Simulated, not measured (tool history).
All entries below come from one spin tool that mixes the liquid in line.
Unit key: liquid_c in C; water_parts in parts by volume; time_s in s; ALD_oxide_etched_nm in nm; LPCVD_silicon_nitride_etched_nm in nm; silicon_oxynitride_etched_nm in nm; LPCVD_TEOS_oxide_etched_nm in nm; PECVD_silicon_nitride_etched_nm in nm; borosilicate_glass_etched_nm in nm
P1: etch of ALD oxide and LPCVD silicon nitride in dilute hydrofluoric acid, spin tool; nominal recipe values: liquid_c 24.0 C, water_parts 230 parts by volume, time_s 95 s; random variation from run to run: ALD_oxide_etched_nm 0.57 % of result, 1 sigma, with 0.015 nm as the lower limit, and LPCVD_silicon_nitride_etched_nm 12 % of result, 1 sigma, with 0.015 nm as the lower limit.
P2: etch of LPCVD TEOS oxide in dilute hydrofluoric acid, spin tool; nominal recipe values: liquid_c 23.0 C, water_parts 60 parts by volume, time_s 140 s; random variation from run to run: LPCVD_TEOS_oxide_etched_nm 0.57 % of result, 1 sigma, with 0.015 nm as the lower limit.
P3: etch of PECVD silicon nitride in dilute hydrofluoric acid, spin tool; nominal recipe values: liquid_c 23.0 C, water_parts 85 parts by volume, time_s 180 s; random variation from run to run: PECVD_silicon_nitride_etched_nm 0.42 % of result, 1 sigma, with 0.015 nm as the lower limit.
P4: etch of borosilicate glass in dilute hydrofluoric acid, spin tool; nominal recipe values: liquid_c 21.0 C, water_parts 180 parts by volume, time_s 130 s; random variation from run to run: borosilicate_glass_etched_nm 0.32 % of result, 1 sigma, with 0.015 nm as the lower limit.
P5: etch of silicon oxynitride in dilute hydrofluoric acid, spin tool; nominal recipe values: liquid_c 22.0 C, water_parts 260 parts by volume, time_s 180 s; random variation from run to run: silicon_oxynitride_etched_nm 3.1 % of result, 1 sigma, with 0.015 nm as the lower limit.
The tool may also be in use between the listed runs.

| run | hour | process | liquid_c | water_parts | time_s | ALD_oxide_etched_nm | LPCVD_silicon_nitride_etched_nm | silicon_oxynitride_etched_nm | LPCVD_TEOS_oxide_etched_nm | PECVD_silicon_nitride_etched_nm | borosilicate_glass_etched_nm |
|---|---|---|---|---|---|---|---|---|---|---|---|
| 1 | 5.9 | P1 | 24.0 | 230 | 95 | 5.71890 | 0.222450 |  |  |  |  |
| 2 | 11.0 | P1 | 24.0 | 230 | 155 | 9.21320 | 0.388160 |  |  |  |  |
| 3 | 18.7 | P5 | 17.0 | 260 | 180 |  |  | 0.690500 |  |  |  |
| 4 | 23.5 | P2 | 23.0 | 60 | 245 |  |  |  | 67.749 |  |  |
| 5 | 27.9 | P3 | 31.0 | 85 | 180 |  |  |  |  | 11.0470 |  |
| 6 | 34.8 | P2 | 23.0 | 60 | 140 |  |  |  | 38.538 |  |  |
| 7 | 40.6 | P1 | 19.0 | 230 | 35 | 1.78370 | 0.037665 |  |  |  |  |
| 8 | 44.5 | P1 | 24.0 | 230 | 95 | 5.75900 | 0.206470 |  |  |  |  |
| 9 | 49.1 | P4 | 21.0 | 180 | 130 |  |  |  |  |  | 27.220 |
| 10 | 53.2 | P4 | 21.0 | 65 | 130 |  |  |  |  |  | 85.771 |
| 11 | 57.3 | P1 | 24.0 | 230 | 95 | 5.71060 | 0.222430 |  |  |  |  |
| 12 | 64.9 | P3 | 23.0 | 85 | 335 |  |  |  |  | 12.2050 |  |
| 13 | 70.9 | P4 | 21.0 | 180 | 130 |  |  |  |  |  | 27.057 |
| 14 | 76.6 | P1 | 24.0 | 230 | 95 | 5.67220 | 0.213740 |  |  |  |  |
| 15 | 81.1 | P5 | 22.0 | 470 | 180 |  |  | 0.449060 |  |  |  |
| 16 | 87.8 | P1 | 24.0 | 230 | 95 | 5.75270 | 0.250510 |  |  |  |  |
| 17 | 92.8 | P2 | 23.0 | 20 | 140 |  |  |  | 121.840 |  |  |
| 18 | 97.1 | P2 | 31.5 | 60 | 140 |  |  |  | 55.037 |  |  |
| 19 | 104.5 | P1 | 24.0 | 420 | 95 | 2.61000 | 0.115610 |  |  |  |  |
| 20 | 109.4 | P1 | 31.0 | 230 | 95 | 7.30720 | 0.339770 |  |  |  |  |
| 21 | 114.7 | P5 | 22.0 | 260 | 180 |  |  | 0.821760 |  |  |  |
| 22 | 120.2 | P1 | 24.0 | 230 | 95 | 5.70650 | 0.197130 |  |  |  |  |
| 23 | 124.8 | P1 | 17.0 | 230 | 95 | 4.40230 | 0.113950 |  |  |  |  |
| 24 | 131.1 | P3 | 23.0 | 85 | 180 |  |  |  |  | 6.6101 |  |
| 25 | 138.7 | P2 | 23.0 | 60 | 140 |  |  |  | 38.698 |  |  |
| 26 | 146.3 | P1 | 24.0 | 230 | 35 | 2.07930 | 0.085682 |  |  |  |  |
| 27 | 151.2 | P1 | 20.0 | 230 | 15 | 0.76452 | 0.014499 |  |  |  |  |
| 28 | 157.1 | P5 | 22.0 | 260 | 180 |  |  | 0.807480 |  |  |  |
| 29 | 163.3 | P3 | 23.0 | 130 | 180 |  |  |  |  | 4.3530 |  |
| 30 | 169.3 | P4 | 28.0 | 180 | 130 |  |  |  |  |  | 35.474 |
| 31 | 176.1 | P3 | 23.0 | 85 | 180 |  |  |  |  | 6.6175 |  |
| 32 | 181.1 | P5 | 22.0 | 260 | 15 |  |  | 0.073684 |  |  |  |
| 33 | 186.1 | P1 | 24.0 | 230 | 95 | 5.68410 | 0.260590 |  |  |  |  |
| 34 | 193.4 | P4 | 21.0 | 180 | 260 |  |  |  |  |  | 54.523 |
| 35 | 199.1 | P1 | 24.0 | 110 | 95 | 13.64700 | 0.351130 |  |  |  |  |
| 36 | 205.6 | P1 | 24.0 | 230 | 95 | 5.72460 | 0.198190 |  |  |  |  |
| 37 | 212.7 | P1 | 24.0 | 230 | 95 | 5.56200 | 0.220990 |  |  |  |  |
| 38 | 218.2 | P1 | 24.0 | 230 | 95 | 5.48210 | 0.148390 |  |  |  |  |
| 39 | 224.0 | P1 | 24.0 | 230 | 95 | 5.44430 | 0.199510 |  |  |  |  |
| 40 | 228.9 | P1 | 24.0 | 230 | 95 | 5.42920 | 0.238270 |  |  |  |  |
| 41 | 233.4 | P1 | 24.0 | 230 | 95 | 5.43250 | 0.180370 |  |  |  |  |
| 42 | 240.0 | P1 | 24.0 | 230 | 95 | 5.44790 | 0.174850 |  |  |  |  |
| 43 | 244.2 | P1 | 24.0 | 230 | 95 | 5.41640 | 0.205610 |  |  |  |  |
| 44 | 248.7 | P1 | 24.0 | 230 | 95 | 5.45350 | 0.217540 |  |  |  |  |

The log shows P1 creeping away from where it was. Any of the 2 causes listed here, at the size stated for it, fits the log just as well as the others:
A: liquid colder than its thermometer reads (K) = 1.44
B: hydrofluoric acid flow below the setpoint (%) = 4.13
The gradual shift began around hour 205.6.

Consider the 4 single-wafer check runs listed below, results given as question marks: which one distinguishes between the causes by giving clearly different results for each?
| check 1 | 253.2 | P2 | 31.0 | 60 | 140 |  |  |  | ? |  |  |
| check 2 | 253.2 | P4 | 26.0 | 180 | 215 |  |  |  |  |  | ? |
| check 3 | 253.2 | P3 | 29.0 | 125 | 180 |  |  |  |  | ? |  |
| check 4 | 253.2 | P5 | 18.5 | 375 | 180 |  |  | ? |  |  |  |

If the cause were each of the candidates in turn, the checks would give the following:
| check | result | if A | if B |
|---|---|---|---|
| check 1 | LPCVD_TEOS_oxide_etched_nm | 50.645 | 51.142 |
| check 2 | borosilicate_glass_etched_nm | 51.536 | 51.648 |
| check 3 | PECVD_silicon_nitride_etched_nm | 6.0603 | 6.3588 |
| check 4 | silicon_oxynitride_etched_nm | 0.438280 | 0.443860 |
How far apart the two closest causes lie, in the result that separates them most: check 1 0.98 %; check 2 0.22 %; check 3 4.81 %; check 4 1.27 %
Check 3 distinguishes between the causes, while the remaining checks would return nearly the same result for all of them.

Check 3 has now been run. It gave: PECVD_silicon_nitride_etched_nm 6.0606 nm. Which of the candidate causes is it?

Of the candidate causes, it is A: liquid colder than its thermometer reads (K).
